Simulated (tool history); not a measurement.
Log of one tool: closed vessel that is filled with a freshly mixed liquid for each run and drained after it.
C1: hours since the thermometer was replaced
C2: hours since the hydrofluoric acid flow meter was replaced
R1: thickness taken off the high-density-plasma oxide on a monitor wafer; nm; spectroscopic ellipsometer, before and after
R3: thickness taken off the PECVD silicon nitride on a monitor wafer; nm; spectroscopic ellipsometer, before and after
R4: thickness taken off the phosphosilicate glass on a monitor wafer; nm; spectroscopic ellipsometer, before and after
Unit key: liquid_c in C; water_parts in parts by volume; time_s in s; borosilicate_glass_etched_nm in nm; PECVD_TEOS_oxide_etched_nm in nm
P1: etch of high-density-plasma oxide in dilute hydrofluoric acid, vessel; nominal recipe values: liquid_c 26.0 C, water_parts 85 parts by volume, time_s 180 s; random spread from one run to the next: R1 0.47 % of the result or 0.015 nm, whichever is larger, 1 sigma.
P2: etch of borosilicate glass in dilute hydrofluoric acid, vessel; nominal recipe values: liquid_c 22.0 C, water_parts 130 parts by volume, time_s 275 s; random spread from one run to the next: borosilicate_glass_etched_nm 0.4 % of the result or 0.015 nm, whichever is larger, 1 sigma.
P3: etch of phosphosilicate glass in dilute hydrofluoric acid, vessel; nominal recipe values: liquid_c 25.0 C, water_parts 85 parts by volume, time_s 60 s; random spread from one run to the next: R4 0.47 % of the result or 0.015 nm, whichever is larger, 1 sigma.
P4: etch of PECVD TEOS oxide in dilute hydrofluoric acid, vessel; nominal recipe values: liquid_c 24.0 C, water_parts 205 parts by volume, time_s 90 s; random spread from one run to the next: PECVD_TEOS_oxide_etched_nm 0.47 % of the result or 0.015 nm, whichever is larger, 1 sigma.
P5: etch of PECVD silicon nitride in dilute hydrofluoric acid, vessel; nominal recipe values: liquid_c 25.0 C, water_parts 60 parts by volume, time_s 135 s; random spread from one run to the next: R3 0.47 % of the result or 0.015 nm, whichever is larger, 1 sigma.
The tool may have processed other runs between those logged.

run 1 day=0.238 | process=P1 liquid_c=26.0 water_parts=85 time_s=180 | C1=1528.6 C2=940.2 | R1=13.3370
run 2 day=0.492 | process=P2 liquid_c=22.0 water_parts=130 time_s=450 | C1=1534.7 C2=946.3 | borosilicate_glass_etched_nm=86.954
run 3 day=0.708 | process=P1 liquid_c=26.0 water_parts=85 time_s=180 | C1=1539.9 C2=951.5 | R1=13.2950
run 4 day=0.883 | process=P5 liquid_c=25.0 water_parts=60 time_s=255 | C1=1544.1 C2=955.7 | R3=8.2854
run 5 day=1.154 | process=P1 liquid_c=26.0 water_parts=85 time_s=180 | C1=1550.6 C2=962.2 | R1=13.3800
run 6 day=1.388 | process=P3 liquid_c=18.0 water_parts=85 time_s=60 | C1=1556.2 C2=967.8 | R4=70.440
run 7 day=1.558 | process=P2 liquid_c=28.5 water_parts=130 time_s=275 | C1=1560.3 C2=971.9 | borosilicate_glass_etched_nm=67.816
run 8 day=1.717 | process=P5 liquid_c=18.0 water_parts=60 time_s=135 | C1=1564.1 C2=975.7 | R3=2.7398
run 9 day=1.867 | process=P1 liquid_c=26.0 water_parts=35 time_s=180 | C1=1567.7 C2=979.3 | R1=34.5770
run 10 day=2.000 | process=P1 liquid_c=26.0 water_parts=85 time_s=180 | C1=1570.9 C2=982.5 | R1=13.4140
run 11 day=2.279 | process=P1 liquid_c=26.0 water_parts=85 time_s=70 | C1=1577.6 C2=989.2 | R1=5.1584
run 12 day=2.475 | process=P4 liquid_c=24.0 water_parts=205 time_s=30 | C1=1582.3 C2=993.9 | PECVD_TEOS_oxide_etched_nm=1.6304
run 13 day=2.629 | process=P1 liquid_c=30.0 water_parts=85 time_s=180 | C1=1586.0 C2=997.6 | R1=15.5340
run 14 day=2.821 | process=P4 liquid_c=24.0 water_parts=335 time_s=90 | C1=1590.6 C2=1002.2 | PECVD_TEOS_oxide_etched_nm=2.5793
run 15 day=3.067 | process=P5 liquid_c=25.0 water_parts=20 time_s=135 | C1=1596.5 C2=1008.1 | R3=12.7120
run 16 day=3.217 | process=P1 liquid_c=21.0 water_parts=85 time_s=180 | C1=1600.1 C2=1011.7 | R1=10.8930
run 17 day=3.483 | process=P1 liquid_c=33.5 water_parts=125 time_s=180 | C1=1606.5 C2=1018.1 | R1=11.3520
run 18 day=3.775 | process=P1 liquid_c=26.0 water_parts=85 time_s=180 | C1=1613.5 C2=1025.1 | R1=13.1250
run 19 day=3.996 | process=P4 liquid_c=24.0 water_parts=205 time_s=90 | C1=1618.8 C2=1030.4 | PECVD_TEOS_oxide_etched_nm=4.8334
run 20 day=4.150 | process=P2 liquid_c=22.0 water_parts=130 time_s=275 | C1=1622.5 C2=1034.1 | borosilicate_glass_etched_nm=52.969
run 21 day=4.362 | process=P3 liquid_c=25.0 water_parts=85 time_s=95 | C1=1627.6 C2=1039.2 | R4=146.950
run 22 day=4.500 | process=P4 liquid_c=17.0 water_parts=205 time_s=90 | C1=1630.9 C2=1042.5 | PECVD_TEOS_oxide_etched_nm=3.7157
run 23 day=4.796 | process=P3 liquid_c=25.0 water_parts=85 time_s=60 | C1=1638.0 C2=1049.6 | R4=93.425
run 24 day=5.025 | process=P1 liquid_c=26.0 water_parts=85 time_s=280 | C1=1643.5 C2=1055.1 | R1=20.8230
run 25 day=5.300 | process=P2 liquid_c=22.0 water_parts=210 time_s=275 | C1=1650.1 C2=1061.7 | borosilicate_glass_etched_nm=30.038
run 26 day=5.508 | process=P1 liquid_c=26.0 water_parts=85 time_s=180 | C1=1655.1 C2=1066.7 | R1=13.2310
run 27 day=5.679 | process=P3 liquid_c=25.0 water_parts=20 time_s=60 | C1=1659.2 C2=1070.8 | R4=433.810
run 28 day=5.896 | process=P1 liquid_c=26.0 water_parts=130 time_s=180 | C1=1664.4 C2=1076.0 | R1=8.2358
run 29 day=6.112 | process=P2 liquid_c=22.0 water_parts=130 time_s=275 | C1=1669.6 C2=1081.2 | borosilicate_glass_etched_nm=52.734
run 30 day=6.308 | process=P5 liquid_c=25.0 water_parts=60 time_s=135 | C1=1674.3 C2=1085.9 | R3=4.3630
run 31 day=6.462 | process=P1 liquid_c=32.0 water_parts=85 time_s=30 | C1=1678.0 C2=1089.6 | R1=2.7964
run 32 day=6.688 | process=P1 liquid_c=26.0 water_parts=85 time_s=180 | C1=1683.4 C2=1095.0 | R1=13.3640
run 33 day=6.938 | process=P1 liquid_c=26.0 water_parts=85 time_s=180 | C1=1689.4 C2=1101.0 | R1=12.7540
run 34 day=7.079 | process=P1 liquid_c=26.0 water_parts=85 time_s=180 | C1=1692.8 C2=1104.4 | R1=12.7160
run 35 day=7.267 | process=P1 liquid_c=26.0 water_parts=85 time_s=180 | C1=1697.3 C2=1108.9 | R1=12.4500
run 36 day=7.533 | process=P1 liquid_c=26.0 water_parts=85 time_s=180 | C1=1703.7 C2=1115.3 | R1=12.4020
run 37 day=7.754 | process=P1 liquid_c=26.0 water_parts=85 time_s=180 | C1=1709.0 C2=1120.6 | R1=12.2950
run 38 day=7.979 | process=P1 liquid_c=26.0 water_parts=85 time_s=180 | C1=1714.4 C2=1126.0 | R1=12.2400
run 39 day=8.250 | process=P1 liquid_c=26.0 water_parts=85 time_s=180 | C1=1720.9 C2=1132.5 | R1=12.1720
run 40 day=8.421 | process=P1 liquid_c=26.0 water_parts=85 time_s=180 | C1=1725.0 C2=1136.6 | R1=12.2500
run 41 day=8.717 | process=P1 liquid_c=26.0 water_parts=85 time_s=180 | C1=1732.1 C2=1143.7 | R1=12.1900

What P1 gives has crept away from where it was. These 2 causes fit the log equally well, each at the size given:
A: liquid colder than its thermometer reads (K) = 2.08
B: hydrofluoric acid flow below the setpoint (%) = 7.13
The gradual shift began around day 6.688.

Each of the 4 check runs below uses one wafer; its results are left as question marks. Which run tells the causes apart?
run check 1 day=9.012 | process=P3 liquid_c=25.0 water_parts=85 time_s=60 | R4=?
run check 2 day=9.012 | process=P2 liquid_c=22.0 water_parts=130 time_s=275 | borosilicate_glass_etched_nm=?
run check 3 day=9.012 | process=P4 liquid_c=24.0 water_parts=205 time_s=90 | PECVD_TEOS_oxide_etched_nm=?
run check 4 day=9.012 | process=P5 liquid_c=25.0 water_parts=60 time_s=135 | R3=?

If the cause were each of the candidates in turn, the checks would give the following:
check=check_1 result=R4 if_A=85.980 if_B=86.064
check=check_2 result=borosilicate_glass_etched_nm if_A=48.791 if_B=48.693
check=check_3 result=PECVD_TEOS_oxide_etched_nm if_A=4.4771 if_B=4.4186
check=check_4 result=R3 if_A=3.8178 if_B=4.0815
Distance between the nearest two causes, measured in the result of the check that separates them most: check 1 0.1 %; check 2 0.2 %; check 3 1.31 %; check 4 6.68 %
Check 4 tells the causes apart: in the others they would give nearly the same result.

Check 4 was carried out, with these results: R3 4.0574 nm. Which of the listed causes is responsible?

B is the cause: hydrofluoric acid flow below the setpoint (%).
